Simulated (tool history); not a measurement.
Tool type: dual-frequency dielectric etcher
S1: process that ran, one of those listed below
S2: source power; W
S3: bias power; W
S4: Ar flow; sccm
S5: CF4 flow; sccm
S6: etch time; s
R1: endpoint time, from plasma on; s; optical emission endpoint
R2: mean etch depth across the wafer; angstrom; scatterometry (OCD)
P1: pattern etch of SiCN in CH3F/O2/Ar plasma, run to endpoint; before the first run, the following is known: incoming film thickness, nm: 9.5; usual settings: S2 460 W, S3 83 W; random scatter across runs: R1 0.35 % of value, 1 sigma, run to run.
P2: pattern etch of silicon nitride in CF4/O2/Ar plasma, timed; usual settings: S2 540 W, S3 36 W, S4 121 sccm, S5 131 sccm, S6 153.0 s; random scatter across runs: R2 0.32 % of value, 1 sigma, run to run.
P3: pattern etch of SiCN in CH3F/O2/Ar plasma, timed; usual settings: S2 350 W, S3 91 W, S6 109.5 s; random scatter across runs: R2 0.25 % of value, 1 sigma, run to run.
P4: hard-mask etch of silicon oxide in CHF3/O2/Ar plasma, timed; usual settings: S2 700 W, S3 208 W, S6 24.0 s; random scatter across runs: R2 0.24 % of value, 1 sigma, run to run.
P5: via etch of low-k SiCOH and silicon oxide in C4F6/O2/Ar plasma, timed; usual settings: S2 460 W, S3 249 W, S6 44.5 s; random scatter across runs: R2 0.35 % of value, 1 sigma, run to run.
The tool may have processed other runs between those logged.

Run 1, hour 5.6: S1 P1, S2 460 W, S3 83 W. Result: R1 23.102 s.
Run 2, hour 12.9: S1 P2, S2 540 W, S3 26 W, S4 121 sccm, S5 131 sccm, S6 153.0 s. Result: R2 2538.90 angstrom.
Run 3, hour 24.7: S1 P1, S2 460 W, S3 100 W. Result: R1 21.654 s.
Run 4, hour 32.3: S1 P3, S2 350 W, S3 129 W, S6 109.5 s. Result: R2 493.33 angstrom.
Run 5, hour 43.1: S1 P2, S2 540 W, S3 36 W, S4 121 sccm, S5 131 sccm, S6 153.0 s. Result: R2 2837.20 angstrom.
Run 6, hour 51.2: S1 P2, S2 540 W, S3 36 W, S4 151 sccm, S5 131 sccm, S6 153.0 s. Result: R2 2738.10 angstrom.
Run 7, hour 58.6: S1 P3, S2 460 W, S3 91 W, S6 109.5 s. Result: R2 475.75 angstrom.
Run 8, hour 67.2: S1 P1, S2 460 W, S3 83 W. Result: R1 23.214 s.
Run 9, hour 73.7: S1 P4, S2 410 W, S3 208 W, S6 24.0 s. Result: R2 434.91 angstrom.
Run 10, hour 81.7: S1 P5, S2 600 W, S3 249 W, S6 44.5 s. Result: R2 1505.40 angstrom.
Run 11, hour 87.3: S1 P1, S2 460 W, S3 83 W. Result: R1 23.123 s.
Run 12, hour 93.7: S1 P1, S2 460 W, S3 65 W. Result: R1 25.097 s.
Run 13, hour 101.4: S1 P5, S2 460 W, S3 163 W, S6 44.5 s. Result: R2 1193.80 angstrom.
Run 14, hour 107.4: S1 P1, S2 350 W, S3 83 W. Result: R1 25.550 s.
Run 15, hour 118.1: S1 P2, S2 770 W, S3 36 W, S4 121 sccm, S5 131 sccm, S6 153.0 s. Result: R2 3872.40 angstrom.
Run 16, hour 123.5: S1 P5, S2 460 W, S3 249 W, S6 59.0 s. Result: R2 1815.10 angstrom.
Run 17, hour 133.6: S1 P1, S2 350 W, S3 106 W. Result: R1 23.332 s.
Run 18, hour 139.8: S1 P3, S2 350 W, S3 91 W, S6 109.5 s. Result: R2 431.42 angstrom.
Run 19, hour 148.8: S1 P1, S2 460 W, S3 83 W. Result: R1 23.047 s.
Run 20, hour 155.2: S1 P2, S2 540 W, S3 36 W, S4 121 sccm, S5 131 sccm, S6 84.0 s. Result: R2 1561.40 angstrom.
Run 21, hour 162.1: S1 P1, S2 560 W, S3 98 W. Result: R1 20.204 s.
At hour 171.3: wet clean of the chamber.
Run 22, hour 173.5: S1 P2, S2 540 W, S3 36 W, S4 121 sccm, S5 182 sccm, S6 153.0 s. Result: R2 2954.40 angstrom.
Run 23, hour 179.5: S1 P1, S2 550 W, S3 83 W. Result: R1 21.799 s.
Run 24, hour 190.4: S1 P4, S2 700 W, S3 208 W, S6 24.0 s. Result: R2 532.37 angstrom.
Run 25, hour 195.6: S1 P3, S2 350 W, S3 91 W, S6 62.5 s. Result: R2 246.69 angstrom.
Run 26, hour 201.0: S1 P5, S2 460 W, S3 249 W, S6 44.5 s. Result: R2 1366.80 angstrom.
Run 27, hour 209.6: S1 P4, S2 700 W, S3 208 W, S6 13.0 s. Result: R2 288.80 angstrom.
Run 28, hour 218.3: S1 P3, S2 350 W, S3 91 W, S6 109.5 s. Result: R2 432.31 angstrom.
Run 29, hour 225.9: S1 P1, S2 370 W, S3 68 W. Result: R1 26.944 s.
Run 30, hour 237.2: S1 P4, S2 700 W, S3 128 W, S6 24.0 s. Result: R2 455.97 angstrom.
Run 31, hour 242.7: S1 P1, S2 460 W, S3 83 W. Result: R1 23.277 s.
Run 32, hour 249.9: S1 P1, S2 460 W, S3 83 W. Result: R1 23.053 s.
Run 33, hour 258.9: S1 P1, S2 460 W, S3 83 W. Result: R1 23.012 s.
Run 34, hour 266.4: S1 P1, S2 460 W, S3 83 W. Result: R1 23.075 s.
Run 35, hour 275.1: S1 P1, S2 460 W, S3 83 W. Result: R1 22.671 s.
Run 36, hour 285.5: S1 P1, S2 460 W, S3 83 W. Result: R1 22.757 s.
Run 37, hour 294.3: S1 P1, S2 460 W, S3 83 W. Result: R1 22.843 s.
Run 38, hour 300.7: S1 P1, S2 460 W, S3 83 W. Result: R1 22.725 s.
At hour 302.7: wet clean of the chamber.
Run 39, hour 312.0: S1 P1, S2 460 W, S3 83 W. Result: R1 22.793 s.
Run 40, hour 322.5: S1 P1, S2 460 W, S3 83 W. Result: R1 22.865 s.
Run 41, hour 332.8: S1 P1, S2 460 W, S3 83 W. Result: R1 22.754 s.
Run 42, hour 341.2: S1 P1, S2 460 W, S3 83 W. Result: R1 22.734 s.

The output of P1 has drifted from where it used to be. Each of the 2 causes below, taken at the size shown beside it, accounts for the log equally well:
A: bias power that arrives over what is set, % = 4.93
B: source power that arrives over what is set, % = 4.77
The drift started at roughly hour 258.9.
Why every other cause is out:
chamber walls in a state that raises the etch rate, %: serviced at hour 302.7, after the change had begun; the process did not return to its earlier output

Below are 4 check runs, each on a single wafer, with their results shown as question marks. Which of them would tell the listed causes apart, meaning the causes would give clearly different results under it?
Run check 1, hour 349.6: S1 P5, S2 460 W, S3 249 W, S6 44.5 s. Result: R2 ?.
Run check 2, hour 349.6: S1 P2, S2 540 W, S3 36 W, S4 121 sccm, S5 131 sccm, S6 153.0 s. Result: R2 ?.
Run check 3, hour 349.6: S1 P3, S2 350 W, S3 91 W, S6 109.5 s. Result: R2 ?.
Run check 4, hour 349.6: S1 P4, S2 700 W, S3 208 W, S6 24.0 s. Result: R2 ?.

What each check would give under each cause:
  check  result     if A     if B
check 1      R2  1384.60  1387.00
check 2      R2  2883.00  2954.80
check 3      R2   439.32   438.95
check 4      R2   542.11   542.76
Gap, in per cent, between the two causes that each check separates least, read from the result that separates them most: check 1 0.17 %; check 2 2.46 %; check 3 0.08 %; check 4 0.12 %
Only check 2 tells the causes apart: in the others they would give nearly the same result.

Check 2 was carried out, with these results: R2 2888.00 angstrom. Which of the listed causes is responsible?

A is the cause: bias power that arrives over what is set, %.

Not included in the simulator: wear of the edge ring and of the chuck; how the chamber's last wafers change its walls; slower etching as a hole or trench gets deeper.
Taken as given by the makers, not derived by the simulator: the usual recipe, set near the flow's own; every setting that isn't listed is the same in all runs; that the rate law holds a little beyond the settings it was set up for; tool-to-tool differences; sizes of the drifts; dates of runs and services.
